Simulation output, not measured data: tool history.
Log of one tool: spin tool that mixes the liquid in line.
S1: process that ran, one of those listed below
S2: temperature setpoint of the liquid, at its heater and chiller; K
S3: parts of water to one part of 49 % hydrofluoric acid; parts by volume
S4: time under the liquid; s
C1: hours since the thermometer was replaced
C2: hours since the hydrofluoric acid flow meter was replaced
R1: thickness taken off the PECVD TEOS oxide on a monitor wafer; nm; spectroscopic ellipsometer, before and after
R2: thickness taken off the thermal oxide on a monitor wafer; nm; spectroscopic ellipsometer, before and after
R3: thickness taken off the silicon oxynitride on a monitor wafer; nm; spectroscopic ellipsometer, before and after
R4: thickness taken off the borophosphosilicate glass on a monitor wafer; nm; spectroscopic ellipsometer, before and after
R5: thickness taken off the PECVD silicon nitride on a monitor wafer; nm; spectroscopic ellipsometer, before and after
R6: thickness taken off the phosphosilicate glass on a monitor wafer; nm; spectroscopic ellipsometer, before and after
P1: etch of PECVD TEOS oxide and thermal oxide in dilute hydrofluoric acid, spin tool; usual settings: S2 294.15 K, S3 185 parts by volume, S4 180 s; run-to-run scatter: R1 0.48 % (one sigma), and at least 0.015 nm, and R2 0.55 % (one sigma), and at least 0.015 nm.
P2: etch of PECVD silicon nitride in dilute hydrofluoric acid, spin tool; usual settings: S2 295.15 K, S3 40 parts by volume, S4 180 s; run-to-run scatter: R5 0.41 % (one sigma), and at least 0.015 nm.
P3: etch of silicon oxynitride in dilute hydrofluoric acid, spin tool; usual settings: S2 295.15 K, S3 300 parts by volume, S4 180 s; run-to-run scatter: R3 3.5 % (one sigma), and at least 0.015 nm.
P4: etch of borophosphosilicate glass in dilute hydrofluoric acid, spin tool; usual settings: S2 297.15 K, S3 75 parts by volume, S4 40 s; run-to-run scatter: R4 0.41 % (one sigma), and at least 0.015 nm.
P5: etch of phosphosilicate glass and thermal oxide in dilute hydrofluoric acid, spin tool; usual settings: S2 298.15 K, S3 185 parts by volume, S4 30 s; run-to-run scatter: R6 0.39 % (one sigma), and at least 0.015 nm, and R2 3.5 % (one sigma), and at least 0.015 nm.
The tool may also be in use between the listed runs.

run 1 day=0.325 | S1=P1 S2=294.15 S3=185 S4=180 | C1=588.8 C2=893.5 | R1=9.1599 R2=3.7467
run 2 day=0.633 | S1=P1 S2=299.65 S3=70 S4=180 | C1=596.2 C2=900.9 | R1=34.233 R2=13.954
run 3 day=1.146 | S1=P3 S2=301.15 S3=300 S4=180 | C1=608.5 C2=913.2 | R3=0.93604
run 4 day=1.775 | S1=P1 S2=294.15 S3=185 S4=180 | C1=623.6 C2=928.3 | R1=9.1219 R2=3.7444
run 5 day=2.354 | S1=P3 S2=295.15 S3=300 S4=180 | C1=637.5 C2=942.2 | R3=0.72749
run 6 day=2.721 | S1=P4 S2=297.15 S3=75 S4=40 | C1=646.3 C2=951 | R4=32.626
run 7 day=3.104 | S1=P1 S2=294.15 S3=185 S4=20 | C1=655.5 C2=960.2 | R1=1.0251 R2=0.42047
run 8 day=3.729 | S1=P2 S2=295.15 S3=40 S4=180 | C1=670.5 C2=975.2 | R5=17.648
run 9 day=4.4 | S1=P3 S2=295.15 S3=300 S4=15 | C1=686.6 C2=991.3 | R3=0.082203
run 10 day=5.046 | S1=P4 S2=305.15 S3=75 S4=40 | C1=702.1 C2=1006.8 | R4=44.63
run 11 day=5.675 | S1=P2 S2=295.15 S3=40 S4=70 | C1=717.2 C2=1021.9 | R5=6.8555
run 12 day=6.05 | S1=P2 S2=295.15 S3=40 S4=180 | C1=726.2 C2=1030.9 | R5=17.758
run 13 day=6.592 | S1=P4 S2=297.15 S3=75 S4=15 | C1=739.2 C2=1043.9 | R4=12.195
run 14 day=7.183 | S1=P1 S2=294.15 S3=185 S4=180 | C1=753.4 C2=1058.1 | R1=9.1653 R2=3.7494
run 15 day=7.842 | S1=P1 S2=294.15 S3=185 S4=180 | C1=769.2 C2=1073.9 | R1=9.1101 R2=3.7666
run 16 day=8.362 | S1=P5 S2=298.15 S3=185 S4=30 | C1=781.7 C2=1086.4 | R2=0.70348 R6=15.904
run 17 day=8.879 | S1=P1 S2=294.15 S3=185 S4=180 | C1=794.1 C2=1098.8 | R1=9.203 R2=3.7337
run 18 day=9.371 | S1=P4 S2=297.15 S3=20 S4=40 | C1=805.9 C2=1110.6 | R4=131.24
run 19 day=10.017 | S1=P5 S2=302.65 S3=185 S4=30 | C1=821.4 C2=1126.1 | R2=0.9054 R6=18.775
run 20 day=10.483 | S1=P1 S2=294.15 S3=250 S4=180 | C1=832.6 C2=1137.3 | R1=6.2578 R2=2.5971
run 21 day=10.896 | S1=P1 S2=302.15 S3=80 S4=180 | C1=842.5 C2=1147.2 | R1=32.8 R2=13.323
run 22 day=11.571 | S1=P5 S2=298.15 S3=185 S4=15 | C1=858.7 C2=1163.4 | R2=0.33438 R6=7.9244

The next listed run, before its measurement:
run 23 day=11.996 | S1=P4 S2=297.15 S3=75 S4=40 | C1=868.9 C2=1173.6 | R4=?

R4: 32.673 nm
